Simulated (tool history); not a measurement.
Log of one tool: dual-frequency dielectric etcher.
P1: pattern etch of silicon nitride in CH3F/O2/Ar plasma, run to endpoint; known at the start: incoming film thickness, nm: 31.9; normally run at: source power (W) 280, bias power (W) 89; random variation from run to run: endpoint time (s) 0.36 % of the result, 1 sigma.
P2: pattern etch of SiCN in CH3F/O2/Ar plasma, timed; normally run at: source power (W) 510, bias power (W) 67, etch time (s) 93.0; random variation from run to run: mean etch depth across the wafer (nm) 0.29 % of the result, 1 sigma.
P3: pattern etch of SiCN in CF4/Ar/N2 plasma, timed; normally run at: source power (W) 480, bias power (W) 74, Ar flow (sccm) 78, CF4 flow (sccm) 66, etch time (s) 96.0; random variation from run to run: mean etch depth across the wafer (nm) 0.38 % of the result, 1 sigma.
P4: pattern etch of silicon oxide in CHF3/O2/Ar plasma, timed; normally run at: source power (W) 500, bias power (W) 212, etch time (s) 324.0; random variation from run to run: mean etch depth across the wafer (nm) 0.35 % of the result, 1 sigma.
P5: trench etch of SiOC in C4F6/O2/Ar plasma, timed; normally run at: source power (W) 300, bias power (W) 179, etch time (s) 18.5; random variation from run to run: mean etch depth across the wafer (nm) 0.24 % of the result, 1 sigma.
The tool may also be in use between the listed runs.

run	day	process that ran	source power (W)	bias power (W)	etch time (s)	Ar flow (sccm)	CF4 flow (sccm)	hours since the last wet clean	hours since the last source power generator calibration	hours since the last bias power generator calibration	endpoint time (s)	mean etch depth across the wafer (nm)
1	0.104	P1	280	89				263.3	678.4	2728.9	48.837	
2	0.192	P5	300	179	18.5			265.4	680.5	2731.0		33.531
3	0.362	P1	180	89				269.5	684.6	2735.1	57.271	
4	0.446	P2	510	67	51.0			271.5	686.6	2737.1		20.780
5	0.608	P1	380	68				275.4	690.5	2741.0	47.898	
6	0.788	P1	400	89				279.7	694.8	2745.3	42.307	
7	0.929	P1	280	89				283.1	698.2	2748.7	48.494	
8	1.088	P3	480	74	96.0	93	66	286.9	702.0	2752.5		92.326
9	1.262	P4	620	212	324.0			291.1	706.2	2756.7		676.950
10	1.367	P2	720	67	93.0			293.6	708.7	2759.2		43.168
11	1.496	P1	280	89				296.7	711.8	2762.3	48.400	
12	1.612	P3	480	74	69.5	78	66	299.5	714.6	2765.1		68.180
13	1.754	P1	280	69				302.9	718.0	2768.5	52.824	
14	1.900	P4	500	212	324.0			306.4	721.5	2772.0		621.680
15	2.008	P1	280	89				309.0	724.1	2774.6	48.517	
16	2.162	P3	480	74	96.0	78	40	312.7	727.8	2778.3		87.550
17	2.283	P1	330	114				315.6	730.7	2781.2	41.862	
18	2.383	P5	300	111	18.5			318.0	733.1	2783.6		28.950
19	2.521	P1	280	89				321.3	736.4	2786.9	48.595	
20	2.617	P3	480	74	96.0	78	66	323.6	738.7	2789.2		94.628
21	2.796	P4	500	212	324.0			327.9	743.0	2793.5		623.950
22	2.912	P3	480	58	96.0	78	66	330.7	745.8	2796.3		86.921
23	3.038	P5	300	179	10.0			333.7	748.8	2799.3		18.175
24	3.162	P3	480	74	96.0	78	66	336.7	751.8	2802.3		94.090
25	3.329	P4	500	212	227.5			340.7	755.8	2806.3		440.820
26	3.508	P4	500	149	324.0			345.0	760.1	2810.6		553.060
# day 3.604: wet clean of the chamber
27	3.625	P3	640	74	96.0	78	66	0.5	762.9	2813.4		122.480
28	3.792	P1	170	57				4.5	766.9	2817.4	68.376	
29	3.883	P2	510	89	93.0			6.7	769.1	2819.6		41.921
30	3.967	P5	230	179	18.5			8.7	771.1	2821.6		30.367
31	4.142	P5	300	179	18.5			12.9	775.3	2825.8		33.581
32	4.225	P1	280	120				14.9	777.3	2827.8	43.152	
33	4.383	P2	510	67	93.0			18.7	781.1	2831.6		37.841
34	4.550	P1	280	89				22.7	785.1	2835.6	48.132	
35	4.658	P1	280	89				25.3	787.7	2838.2	48.220	
36	4.817	P1	280	89				29.1	791.5	2842.0	47.765	
37	4.958	P1	280	89				32.5	794.9	2845.4	48.001	
38	5.083	P1	280	89				35.5	797.9	2848.4	47.625	
39	5.188	P1	280	89				38.0	800.4	2850.9	47.481	
40	5.296	P1	280	89				40.6	803.0	2853.5	47.806	
41	5.429	P1	280	89				43.8	806.2	2856.7	47.618	
42	5.529	P1	280	89				46.2	808.6	2859.1	47.720	
# day 5.542: wet clean of the chamber
43	5.704	P1	280	89				3.9	812.8	2863.3	47.730	
44	5.875	P1	280	89				8.0	816.9	2867.4	47.730	
45	5.979	P1	280	89				10.5	819.4	2869.9	47.594	

What P1 gives has crept away from where it was. These 2 causes fit the log equally well, each at the size given:
A: source power that arrives over what is set, % = 4.92
B: bias power that arrives over what is set, % = 4.97
The creep began at about day 4.550.
Why every other cause is out:
chamber walls in a state that raises the etch rate, %: serviced at day 5.542, which brought nothing back

4 check runs are offered, each on 2 wafers whose results are averaged, their results left as question marks. Which one tells the causes apart?
check 1	6.083	P5	230	179	11.0							?
check 2	6.083	P4	620	212	265.5							?
check 3	6.083	P3	480	74	96.0	78	40					?
check 4	6.083	P2	710	67	59.0							?

What each check would give under each cause:
check	result	if A	if B
check 1	mean etch depth across the wafer (nm)	18.353	18.308
check 2	mean etch depth across the wafer (nm)	564.570	563.810
check 3	mean etch depth across the wafer (nm)	91.182	89.007
check 4	mean etch depth across the wafer (nm)	27.707	27.645
How far apart the two closest causes lie, in the result that separates them most: check 1 0.25 %; check 2 0.13 %; check 3 2.42 %; check 4 0.22 %
Only check 3 tells the causes apart: in the others they would give nearly the same result.

Then check 3 was run and gave: mean etch depth across the wafer (nm) 91.332. Which cause is it?

It is A: source power that arrives over what is set, %.
